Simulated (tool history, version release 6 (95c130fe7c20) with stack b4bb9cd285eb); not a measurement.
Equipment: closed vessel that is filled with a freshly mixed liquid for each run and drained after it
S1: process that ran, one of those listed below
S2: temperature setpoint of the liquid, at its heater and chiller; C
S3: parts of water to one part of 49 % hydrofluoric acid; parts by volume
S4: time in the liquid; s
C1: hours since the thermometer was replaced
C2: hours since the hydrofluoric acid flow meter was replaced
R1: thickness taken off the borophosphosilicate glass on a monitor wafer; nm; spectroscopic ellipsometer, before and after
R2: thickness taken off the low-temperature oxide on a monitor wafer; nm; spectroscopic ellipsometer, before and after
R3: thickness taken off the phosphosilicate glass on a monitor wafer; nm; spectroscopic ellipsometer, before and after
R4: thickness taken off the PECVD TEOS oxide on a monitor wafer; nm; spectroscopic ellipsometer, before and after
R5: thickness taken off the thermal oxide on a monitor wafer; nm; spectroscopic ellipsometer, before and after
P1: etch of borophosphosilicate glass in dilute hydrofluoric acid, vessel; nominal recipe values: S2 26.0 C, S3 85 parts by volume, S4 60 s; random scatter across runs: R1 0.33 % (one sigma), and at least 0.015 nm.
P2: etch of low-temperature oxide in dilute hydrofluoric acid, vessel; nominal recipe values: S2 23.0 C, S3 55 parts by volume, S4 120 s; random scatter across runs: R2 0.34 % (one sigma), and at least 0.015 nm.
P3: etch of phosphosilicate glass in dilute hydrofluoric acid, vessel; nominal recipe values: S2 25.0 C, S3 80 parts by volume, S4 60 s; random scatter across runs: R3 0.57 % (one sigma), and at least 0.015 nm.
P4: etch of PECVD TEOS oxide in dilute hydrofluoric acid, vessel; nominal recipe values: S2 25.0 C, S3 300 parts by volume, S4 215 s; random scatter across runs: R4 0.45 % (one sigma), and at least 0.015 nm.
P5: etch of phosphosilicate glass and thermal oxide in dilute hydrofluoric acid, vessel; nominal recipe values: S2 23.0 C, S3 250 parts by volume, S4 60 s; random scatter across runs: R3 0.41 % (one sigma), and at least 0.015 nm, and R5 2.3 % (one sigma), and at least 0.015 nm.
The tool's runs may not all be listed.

Run 1, hour 4.0: S1 P1, S2 26.0 C, S3 85 parts by volume, S4 60 s; C1 593.6; C2 299.5. Result: R1 31.246 nm.
Run 2, hour 6.8: S1 P2, S2 23.0 C, S3 55 parts by volume, S4 120 s; C1 596.4; C2 302.3. Result: R2 54.707 nm.
Run 3, hour 9.3: S1 P3, S2 25.0 C, S3 80 parts by volume, S4 85 s; C1 598.9; C2 304.8. Result: R3 114.350 nm.
Run 4, hour 14.0: S1 P1, S2 26.0 C, S3 85 parts by volume, S4 60 s; C1 603.6; C2 309.5. Result: R1 31.386 nm.
Run 5, hour 16.2: S1 P4, S2 25.0 C, S3 480 parts by volume, S4 215 s; C1 605.8; C2 311.7. Result: R4 4.4450 nm.
Run 6, hour 18.5: S1 P3, S2 25.0 C, S3 110 parts by volume, S4 60 s; C1 608.1; C2 314.0. Result: R3 56.777 nm.
Run 7, hour 22.9: S1 P1, S2 32.5 C, S3 85 parts by volume, S4 60 s; C1 612.5; C2 318.4. Result: R1 39.903 nm.
Run 8, hour 25.9: S1 P5, S2 23.0 C, S3 250 parts by volume, S4 60 s; C1 615.5; C2 321.4. Result: R3 18.231 nm, R5 0.90540 nm.
Run 9, hour 28.1: S1 P4, S2 25.0 C, S3 300 parts by volume, S4 215 s; C1 617.7; C2 323.6. Result: R4 8.3391 nm.
Run 10, hour 32.5: S1 P5, S2 19.5 C, S3 250 parts by volume, S4 60 s; C1 622.1; C2 328.0. Result: R3 16.030 nm, R5 0.78872 nm.
Run 11, hour 35.4: S1 P4, S2 33.0 C, S3 300 parts by volume, S4 215 s; C1 625.0; C2 330.9. Result: R4 10.8450 nm.
Run 12, hour 39.4: S1 P5, S2 23.0 C, S3 80 parts by volume, S4 60 s; C1 629.0; C2 334.9. Result: R3 69.004 nm, R5 3.54420 nm.
Run 13, hour 42.6: S1 P1, S2 26.0 C, S3 85 parts by volume, S4 60 s; C1 632.2; C2 338.1. Result: R1 31.110 nm.
Run 14, hour 47.0: S1 P4, S2 25.0 C, S3 300 parts by volume, S4 30 s; C1 636.6; C2 342.5. Result: R4 1.1649 nm.
Run 15, hour 51.4: S1 P3, S2 25.0 C, S3 80 parts by volume, S4 60 s; C1 641.0; C2 346.9. Result: R3 81.113 nm.
At hour 53.8: thermometer replaced.
Run 16, hour 55.9: S1 P1, S2 26.0 C, S3 45 parts by volume, S4 60 s; C1 2.2; C2 351.4. Result: R1 62.194 nm.
Run 17, hour 58.1: S1 P3, S2 21.5 C, S3 80 parts by volume, S4 60 s; C1 4.4; C2 353.6. Result: R3 70.284 nm.
Run 18, hour 61.4: S1 P2, S2 23.0 C, S3 55 parts by volume, S4 30 s; C1 7.7; C2 356.9. Result: R2 13.620 nm.
Run 19, hour 64.6: S1 P1, S2 26.0 C, S3 85 parts by volume, S4 115 s; C1 10.9; C2 360.1. Result: R1 59.822 nm.
Run 20, hour 67.8: S1 P1, S2 18.0 C, S3 85 parts by volume, S4 60 s; C1 14.1; C2 363.3. Result: R1 22.442 nm.
Run 21, hour 70.1: S1 P2, S2 23.0 C, S3 30 parts by volume, S4 120 s; C1 16.4; C2 365.6. Result: R2 103.150 nm.
Run 22, hour 72.6: S1 P2, S2 31.0 C, S3 55 parts by volume, S4 120 s; C1 18.9; C2 368.1. Result: R2 74.770 nm.
At hour 74.7: hydrofluoric acid flow meter replaced.
Run 23, hour 76.6: S1 P1, S2 26.0 C, S3 120 parts by volume, S4 60 s; C1 22.9; C2 2.0. Result: R1 21.163 nm.
Run 24, hour 79.5: S1 P1, S2 26.0 C, S3 50 parts by volume, S4 100 s; C1 25.8; C2 4.9. Result: R1 92.736 nm.
Run 25, hour 83.3: S1 P1, S2 26.0 C, S3 85 parts by volume, S4 30 s; C1 29.6; C2 8.7. Result: R1 15.571 nm.
Run 26, hour 86.0: S1 P1, S2 26.0 C, S3 85 parts by volume, S4 60 s; C1 32.3; C2 11.4. Result: R1 31.144 nm.
Run 27, hour 88.7: S1 P5, S2 23.0 C, S3 250 parts by volume, S4 30 s; C1 35.0; C2 14.1. Result: R3 9.123 nm, R5 0.47509 nm.
Run 28, hour 93.2: S1 P1, S2 26.0 C, S3 85 parts by volume, S4 60 s; C1 39.5; C2 18.6. Result: R1 31.178 nm.
Run 29, hour 96.1: S1 P1, S2 26.0 C, S3 85 parts by volume, S4 60 s; C1 42.4; C2 21.5. Result: R1 30.535 nm.
Run 30, hour 98.2: S1 P1, S2 26.0 C, S3 85 parts by volume, S4 60 s; C1 44.5; C2 23.6. Result: R1 30.292 nm.
Run 31, hour 103.0: S1 P1, S2 26.0 C, S3 85 parts by volume, S4 60 s; C1 49.3; C2 28.4. Result: R1 29.567 nm.
Run 32, hour 107.2: S1 P1, S2 26.0 C, S3 85 parts by volume, S4 60 s; C1 53.5; C2 32.6. Result: R1 29.389 nm.
Run 33, hour 111.3: S1 P1, S2 26.0 C, S3 85 parts by volume, S4 60 s; C1 57.6; C2 36.7. Result: R1 29.203 nm.
Run 34, hour 113.5: S1 P1, S2 26.0 C, S3 85 parts by volume, S4 60 s; C1 59.8; C2 38.9. Result: R1 29.123 nm.
Run 35, hour 115.6: S1 P1, S2 26.0 C, S3 85 parts by volume, S4 60 s; C1 61.9; C2 41.0. Result: R1 29.261 nm.
Run 36, hour 119.3: S1 P1, S2 26.0 C, S3 85 parts by volume, S4 60 s; C1 65.6; C2 44.7. Result: R1 28.911 nm.
Run 37, hour 121.7: S1 P1, S2 26.0 C, S3 85 parts by volume, S4 60 s; C1 68.0; C2 47.1. Result: R1 28.773 nm.
Run 38, hour 125.5: S1 P1, S2 26.0 C, S3 85 parts by volume, S4 60 s; C1 71.8; C2 50.9. Result: R1 29.004 nm.
Run 39, hour 130.2: S1 P1, S2 26.0 C, S3 85 parts by volume, S4 60 s; C1 76.5; C2 55.6. Result: R1 28.831 nm.

What P1 gives has crept off from where it sat before. The 2 causes that follow fit the log equally well, each at the size noted:
A: liquid colder than its thermometer reads (K) = 1.94
B: hydrofluoric acid flow below the setpoint (%) = 6.65
At approximately hour 93.2, the process output began to creep.

Which of the 4 check runs listed below, each an average over 2 wafers with its results shown as question marks, gives clearly different results under the different listed causes?
Run check 1, hour 134.9: S1 P3, S2 21.5 C, S3 80 parts by volume, S4 60 s. Result: R3 ?.
Run check 2, hour 134.9: S1 P2, S2 28.5 C, S3 55 parts by volume, S4 45 s. Result: R2 ?.
Run check 3, hour 134.9: S1 P4, S2 32.0 C, S3 300 parts by volume, S4 215 s. Result: R4 ?.
Run check 4, hour 134.9: S1 P5, S2 23.0 C, S3 150 parts by volume, S4 60 s. Result: R3 ?, R5 ?.

What every check run would give for each of its results, assuming each possible cause in turn:
  check  result     if A     if B
check 1      R3   64.874   65.184
check 2      R2   23.567   23.630
check 3      R4   9.9095   9.6042
check 4      R3   31.487   31.328
check 4      R5  1.58210  1.57410
Separation of the two closest causes in each check, using whichever result separates them best: check 1 0.48 %; check 2 0.27 %; check 3 3.13 %; check 4 0.5 %
The other checks would show nearly matching results whichever cause is true, so check 3 is the only one that separates the causes.

Check 3 was carried out, with these results: R4 9.5841 nm. Which of the listed causes is responsible?

The cause is B: hydrofluoric acid flow below the setpoint (%).

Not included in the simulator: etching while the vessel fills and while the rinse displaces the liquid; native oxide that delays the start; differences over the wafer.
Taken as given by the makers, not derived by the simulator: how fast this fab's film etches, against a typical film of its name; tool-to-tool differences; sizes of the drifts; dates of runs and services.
